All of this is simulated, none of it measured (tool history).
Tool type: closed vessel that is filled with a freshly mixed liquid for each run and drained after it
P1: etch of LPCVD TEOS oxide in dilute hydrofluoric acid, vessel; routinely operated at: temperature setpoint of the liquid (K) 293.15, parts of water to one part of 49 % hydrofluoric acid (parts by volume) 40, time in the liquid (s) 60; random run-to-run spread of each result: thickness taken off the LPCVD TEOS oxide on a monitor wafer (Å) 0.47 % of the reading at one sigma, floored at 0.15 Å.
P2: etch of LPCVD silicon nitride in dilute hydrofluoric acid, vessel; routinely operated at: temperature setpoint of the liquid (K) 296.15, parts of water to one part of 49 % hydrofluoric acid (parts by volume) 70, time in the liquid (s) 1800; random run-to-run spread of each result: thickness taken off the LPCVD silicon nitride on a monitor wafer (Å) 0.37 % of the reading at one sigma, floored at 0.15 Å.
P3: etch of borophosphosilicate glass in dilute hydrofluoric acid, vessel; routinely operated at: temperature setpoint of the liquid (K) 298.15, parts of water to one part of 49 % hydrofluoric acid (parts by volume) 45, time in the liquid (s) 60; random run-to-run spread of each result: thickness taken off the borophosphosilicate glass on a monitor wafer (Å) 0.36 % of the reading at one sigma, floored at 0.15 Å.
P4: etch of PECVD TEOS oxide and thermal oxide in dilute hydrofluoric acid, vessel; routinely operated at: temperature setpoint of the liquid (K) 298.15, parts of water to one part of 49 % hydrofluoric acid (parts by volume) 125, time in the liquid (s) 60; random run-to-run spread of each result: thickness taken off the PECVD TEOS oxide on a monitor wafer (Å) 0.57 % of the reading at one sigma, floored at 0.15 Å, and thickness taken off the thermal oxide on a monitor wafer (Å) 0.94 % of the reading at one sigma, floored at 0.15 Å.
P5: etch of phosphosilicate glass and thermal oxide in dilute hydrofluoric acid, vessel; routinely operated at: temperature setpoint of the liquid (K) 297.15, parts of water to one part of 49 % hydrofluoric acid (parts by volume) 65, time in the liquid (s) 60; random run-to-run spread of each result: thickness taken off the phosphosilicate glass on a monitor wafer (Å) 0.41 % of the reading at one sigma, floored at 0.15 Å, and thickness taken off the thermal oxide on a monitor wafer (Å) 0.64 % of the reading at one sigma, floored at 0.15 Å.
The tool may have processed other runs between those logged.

| run | day | process that ran | temperature setpoint of the liquid (K) | parts of water to one part of 49 % hydrofluoric acid (parts by volume) | time in the liquid (s) | thickness taken off the LPCVD TEOS oxide on a monitor wafer (Å) | thickness taken off the borophosphosilicate glass on a monitor wafer (Å) | thickness taken off the LPCVD silicon nitride on a monitor wafer (Å) | thickness taken off the PECVD TEOS oxide on a monitor wafer (Å) | thickness taken off the thermal oxide on a monitor wafer (Å) | thickness taken off the phosphosilicate glass on a monitor wafer (Å) |
|---|---|---|---|---|---|---|---|---|---|---|---|
| 1 | 0.392 | P1 | 293.15 | 40 | 60 | 240.38 |  |  |  |  |  |
| 2 | 0.900 | P3 | 298.15 | 45 | 60 |  | 893.95 |  |  |  |  |
| 3 | 1.325 | P2 | 296.15 | 70 | 1800 |  |  | 123.010 |  |  |  |
| 4 | 1.725 | P1 | 293.15 | 40 | 60 | 241.82 |  |  |  |  |  |
| 5 | 2.029 | P4 | 298.15 | 35 | 60 |  |  |  | 554.90 | 90.337 |  |
| 6 | 2.512 | P3 | 298.15 | 45 | 60 |  | 901.80 |  |  |  |  |
| 7 | 2.771 | P1 | 290.15 | 40 | 60 | 213.45 |  |  |  |  |  |
| 8 | 3.083 | P2 | 296.15 | 70 | 165 |  |  | 11.029 |  |  |  |
| 9 | 3.454 | P5 | 290.65 | 65 | 60 |  |  |  |  | 32.981 | 659.99 |
| 10 | 3.988 | P3 | 298.15 | 65 | 60 |  | 603.48 |  |  |  |  |
| 11 | 4.517 | P5 | 297.15 | 65 | 110 |  |  |  |  | 80.078 | 1601.20 |
| 12 | 4.796 | P1 | 293.15 | 40 | 30 | 120.57 |  |  |  |  |  |
| 13 | 5.025 | P5 | 297.15 | 65 | 60 |  |  |  |  | 43.583 | 864.71 |
| 14 | 5.408 | P4 | 298.15 | 125 | 60 |  |  |  | 139.94 | 22.486 |  |
| 15 | 5.717 | P3 | 298.15 | 45 | 30 |  | 447.24 |  |  |  |  |
| 16 | 6.125 | P1 | 293.15 | 40 | 60 | 240.39 |  |  |  |  |  |
| 17 | 6.492 | P5 | 297.15 | 65 | 60 |  |  |  |  | 43.353 | 869.85 |
| 18 | 6.950 | P1 | 298.65 | 40 | 60 | 302.90 |  |  |  |  |  |
| 19 | 7.354 | P1 | 293.15 | 20 | 30 | 244.00 |  |  |  |  |  |
| 20 | 7.825 | P1 | 293.15 | 40 | 60 | 240.75 |  |  |  |  |  |
| 21 | 8.079 | P5 | 297.15 | 110 | 60 |  |  |  |  | 24.171 | 485.76 |
|  | 8.279 | hydrofluoric acid flow meter replaced |
| 22 | 8.358 | P1 | 293.15 | 70 | 60 | 132.56 |  |  |  |  |  |
| 23 | 8.625 | P1 | 290.15 | 40 | 30 | 105.91 |  |  |  |  |  |
| 24 | 8.988 | P2 | 296.15 | 70 | 1800 |  |  | 123.930 |  |  |  |
| 25 | 9.238 | P1 | 290.15 | 40 | 95 | 335.78 |  |  |  |  |  |
| 26 | 9.762 | P2 | 296.15 | 25 | 1800 |  |  | 337.070 |  |  |  |
| 27 | 10.050 | P1 | 293.15 | 40 | 115 | 458.98 |  |  |  |  |  |
| 28 | 10.308 | P3 | 293.15 | 45 | 60 |  | 726.23 |  |  |  |  |
| 29 | 10.667 | P4 | 290.15 | 125 | 60 |  |  |  | 101.15 | 16.400 |  |
| 30 | 11.054 | P1 | 293.15 | 20 | 60 | 491.98 |  |  |  |  |  |
| 31 | 11.388 | P2 | 292.65 | 70 | 1800 |  |  | 97.383 |  |  |  |
| 32 | 11.783 | P4 | 298.15 | 125 | 115 |  |  |  | 264.77 | 43.434 |  |
| 33 | 12.192 | P4 | 298.15 | 125 | 60 |  |  |  | 140.19 | 22.438 |  |
| 34 | 12.642 | P1 | 293.15 | 40 | 60 | 240.55 |  |  |  |  |  |
| 35 | 12.896 | P1 | 293.15 | 40 | 60 | 247.67 |  |  |  |  |  |
| 36 | 13.158 | P1 | 293.15 | 40 | 60 | 256.07 |  |  |  |  |  |
| 37 | 13.604 | P1 | 293.15 | 40 | 60 | 258.58 |  |  |  |  |  |
| 38 | 14.125 | P1 | 293.15 | 40 | 60 | 263.77 |  |  |  |  |  |
| 39 | 14.525 | P1 | 293.15 | 40 | 60 | 262.27 |  |  |  |  |  |
| 40 | 15.012 | P1 | 293.15 | 40 | 60 | 267.33 |  |  |  |  |  |
| 41 | 15.483 | P1 | 293.15 | 40 | 60 | 266.41 |  |  |  |  |  |
| 42 | 15.725 | P1 | 293.15 | 40 | 60 | 267.89 |  |  |  |  |  |

The output of P1 has drifted from where it used to be. Each of the 2 causes below, taken at the size shown beside it, accounts for the log equally well:
A: liquid hotter than its thermometer reads (K) = 2.42
B: hydrofluoric acid flow above the setpoint (%) = 10.3
The process output started creeping at around day 12.642.

Question marks stand in for the results of the 4 check runs listed below, each run on one wafer. Under which run would the listed causes show clearly different results?
| check 1 | 15.967 | P3 | 295.15 | 45 | 60 |  | ? |  |  |  |  |
| check 2 | 15.967 | P4 | 298.15 | 70 | 95 |  |  |  | ? | ? |  |
| check 3 | 15.967 | P5 | 290.65 | 95 | 60 |  |  |  |  | ? | ? |
| check 4 | 15.967 | P2 | 293.15 | 70 | 290 |  |  | ? |  |  |  |

Predicted outcomes, by check and by cause:
| check | result | if A | if B |
|---|---|---|---|
| check 1 | thickness taken off the borophosphosilicate glass on a monitor wafer (Å) | 872.84 | 875.20 |
| check 2 | thickness taken off the PECVD TEOS oxide on a monitor wafer (Å) | 463.55 | 468.45 |
| check 2 | thickness taken off the thermal oxide on a monitor wafer (Å) | 75.415 | 76.212 |
| check 3 | thickness taken off the thermal oxide on a monitor wafer (Å) | 24.194 | 24.354 |
| check 3 | thickness taken off the phosphosilicate glass on a monitor wafer (Å) | 485.22 | 488.44 |
| check 4 | thickness taken off the LPCVD silicon nitride on a monitor wafer (Å) | 19.082 | 17.800 |
Gap, in per cent, between the two causes that each check separates least, read from the result that separates them most: check 1 0.27 %; check 2 1.05 %; check 3 0.66 %; check 4 6.95 %
The causes can be told apart only by check 4. The other checks would give nearly the same results under each of them.

Here is what check 4 returned: thickness taken off the LPCVD silicon nitride on a monitor wafer (Å) 18.073. Which cause is it?

It is B: hydrofluoric acid flow above the setpoint (%).
